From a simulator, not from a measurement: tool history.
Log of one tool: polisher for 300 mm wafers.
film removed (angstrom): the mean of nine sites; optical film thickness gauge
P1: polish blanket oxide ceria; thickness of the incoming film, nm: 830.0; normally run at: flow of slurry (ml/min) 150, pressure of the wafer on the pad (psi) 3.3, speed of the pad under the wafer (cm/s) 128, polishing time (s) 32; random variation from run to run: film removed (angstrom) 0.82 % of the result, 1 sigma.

run   hour  flow of slurry (ml/min)  pressure of the wafer on the pad (psi)  speed of the pad under the wafer (cm/s)  polishing time (s)  wafers polished on this pad  hours since the slurry nozzle was cleaned  hours since the head pressure was calibrated  film removed (angstrom)
  1    6.6                      150                                     3.3                                      128                  32                          490                                      165.7                                           258                   1556.9
  2   11.9                      150                                     3.3                                      128                  44                          554                                        171                                         263.3                   2161.6
  3   17.8                      110                                     3.3                                      128                  32                          625                                      176.9                                         269.2                   1493.6
  4   22.1                       90                                     3.3                                      128                  22                          676                                      181.2                                         273.5                   976.33
  5   27.8                      150                                     3.3                                       82                  32                          745                                      186.9                                         279.2                   986.92
  6     33                      235                                     3.3                                      128                  32                          807                                      192.1                                         284.4                   1656.8
  7   36.6                      150                                     3.3                                      128                  32                          850                                      195.7                                           288                   1573.6
  8   44.1                      150                                     4.5                                      128                  32                          940                                      203.2                                         295.5                   2121.2
  9   49.4                      150                                     3.3                                      128                  32                         1004                                      208.5                                         300.8                   1571.3
 10   53.4                      150                                     1.5                                      128                  32                         1052                                      212.5                                         304.8                   707.74
 11   59.6                      150                                     3.3                                      128                  22                         1126                                      218.7                                           311                   1096.8
 12     66                      150                                     3.3                                      128                  32                         1203                                      225.1                                         317.4                   1578.7
 13   72.3                      150                                     3.3                                      128                  32                         1279                                      231.4                                         323.7                   1561.4
 14   77.8                      150                                     3.3                                      182                  32                         1344                                      236.9                                         329.2                   2208.6
 15   82.1                      150                                     3.3                                      128                  32                         1396                                      241.2                                         333.5                   1580.8
 16   86.5                      150                                     3.3                                      128                  32                         1449                                      245.6                                         337.9                     1592
 17   90.5                      150                                     3.3                                      128                  32                         1497                                      249.6                                         341.9                   1564.3
 18   96.7                      150                                     3.3                                      128                  32                         1571                                      255.8                                         348.1                   1501.8
 19  102.2                      150                                     3.3                                      128                  32                         1637                                      261.3                                         353.6                   1486.1
 20  108.7                      150                                     3.3                                      128                  32                         1715                                      267.8                                         360.1                     1451
 21    114                      150                                     3.3                                      128                  32                         1779                                      273.1                                         365.4                   1441.3
 22    119                      150                                     3.3                                      128                  32                         1839                                      278.1                                         370.4                   1436.5
 23  126.2                      150                                     3.3                                      128                  32                         1925                                      285.3                                         377.6                   1438.6
     128.6  -- head pressure recalibrated
 24  130.4                      150                                     3.3                                      128                  32                         1975                                      289.5                                           1.9                   1427.7
 25  137.1                      150                                     3.3                                      128                  32                         2056                                      296.2                                           8.6                   1419.4
 26  141.4                      150                                     3.3                                      128                  32                         2107                                      300.5                                          12.9                   1407.1
 27  147.2                      150                                     3.3                                      128                  32                         2177                                      306.3                                          18.7                     1439

What P1 gives has crept away from where it was. These 2 causes fit the log equally well, each at the size given:
A: slurry flow missing at the pad, % = 38.6
B: removal rate lost through wear of the pad, % = 10.1
The creep began at about hour 86.5.
Why every other cause is out:
head's pressure below its setpoint, %: serviced at hour 128.6, which brought nothing back

4 check runs are offered, each on 5 wafers whose results are averaged, their results left as question marks. Which one tells the causes apart?
check 1   153                      150                                     1.5                                       94                  32                                                                                                                                              ?
check 2   153                      150                                     3.3                                      162                  32                                                                                                                                              ?
check 3   153                      225                                     3.3                                      178                  32                                                                                                                                              ?
check 4   153                      150                                     4.2                                      128                  32                                                                                                                                              ?

What each check would give under each cause:
  check                   result    if A    if B
check 1  film removed (angstrom)  471.34  471.32
check 2  film removed (angstrom)  1787.1    1787
check 3  film removed (angstrom)    2152    2082
check 4  film removed (angstrom)  1797.1    1797
How far apart the two closest causes lie, in the result that separates them most: check 1 0 %; check 2 0 %; check 3 3.31 %; check 4 0 %
Check 3 tells the causes apart: in the others they would give nearly the same result.

Check 3 was then run and gave: film removed (angstrom) 2149. Which cause is it?

It is A: slurry flow missing at the pad, %.
